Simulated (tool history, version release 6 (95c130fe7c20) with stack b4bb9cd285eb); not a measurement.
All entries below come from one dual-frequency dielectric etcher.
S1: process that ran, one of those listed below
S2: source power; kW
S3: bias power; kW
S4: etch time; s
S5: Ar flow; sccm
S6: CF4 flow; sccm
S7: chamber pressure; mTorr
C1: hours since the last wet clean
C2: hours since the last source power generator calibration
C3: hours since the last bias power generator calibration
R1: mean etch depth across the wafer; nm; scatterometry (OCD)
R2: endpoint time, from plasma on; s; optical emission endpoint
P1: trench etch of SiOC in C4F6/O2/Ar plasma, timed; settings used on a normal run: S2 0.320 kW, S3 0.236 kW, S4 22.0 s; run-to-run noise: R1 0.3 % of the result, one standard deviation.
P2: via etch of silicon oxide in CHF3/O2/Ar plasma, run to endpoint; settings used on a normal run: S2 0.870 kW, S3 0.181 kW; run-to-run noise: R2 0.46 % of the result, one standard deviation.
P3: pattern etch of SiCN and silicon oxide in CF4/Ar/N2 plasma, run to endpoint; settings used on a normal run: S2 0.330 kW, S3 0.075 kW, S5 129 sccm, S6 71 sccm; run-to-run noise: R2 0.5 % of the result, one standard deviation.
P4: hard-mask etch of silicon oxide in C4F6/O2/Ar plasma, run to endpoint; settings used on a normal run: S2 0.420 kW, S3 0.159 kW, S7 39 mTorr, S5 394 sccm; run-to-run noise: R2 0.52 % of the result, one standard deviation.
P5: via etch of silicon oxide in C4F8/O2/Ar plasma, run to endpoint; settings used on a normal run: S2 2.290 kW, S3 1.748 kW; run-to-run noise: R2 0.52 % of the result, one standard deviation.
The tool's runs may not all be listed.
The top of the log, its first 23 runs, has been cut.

{"run": 24, "hour": 308.6, "S1": "P5", "S2": 2.29, "S3": 2.227, "C1": 426.3, "C2": 1859.6, "C3": 229.2, "R2": 251.55}
{"run": 25, "hour": 323.9, "S1": "P1", "S2": 0.32, "S3": 0.236, "S4": 28.0, "C1": 441.6, "C2": 1874.9, "C3": 244.5, "R1": 58.655}
{"run": 26, "hour": 335.8, "S1": "P3", "S2": 0.44, "S3": 0.075, "S5": 129, "S6": 71, "C1": 453.5, "C2": 1886.8, "C3": 256.4, "R2": 17.527}
{"run": 27, "hour": 350.9, "S1": "P1", "S2": 0.32, "S3": 0.181, "S4": 22.0, "C1": 468.6, "C2": 1901.9, "C3": 271.5, "R1": 42.084}
{"run": 28, "hour": 359.3, "S1": "P4", "S2": 0.59, "S3": 0.159, "S5": 394, "S7": 39, "C1": 477.0, "C2": 1910.3, "C3": 279.9, "R2": 84.09}
{"run": 29, "hour": 375.0, "S1": "P1", "S2": 0.32, "S3": 0.311, "S4": 22.0, "C1": 492.7, "C2": 1926.0, "C3": 295.6, "R1": 50.426}
{"run": 30, "hour": 387.1, "S1": "P4", "S2": 0.42, "S3": 0.223, "S5": 394, "S7": 39, "C1": 504.8, "C2": 1938.1, "C3": 307.7, "R2": 86.485}
{"run": 31, "hour": 394.9, "S1": "P3", "S2": 0.33, "S3": 0.075, "S5": 129, "S6": 44, "C1": 512.6, "C2": 1945.9, "C3": 315.5, "R2": 23.871}

What does the tool deliver on the next run?
{"run": 32, "hour": 402.7, "S1": "P1", "S2": 0.32, "S3": 0.236, "S4": 22.0, "C1": 520.4, "C2": 1953.7, "C3": 323.3, "R1": "?"}

R1: 45.955 nm
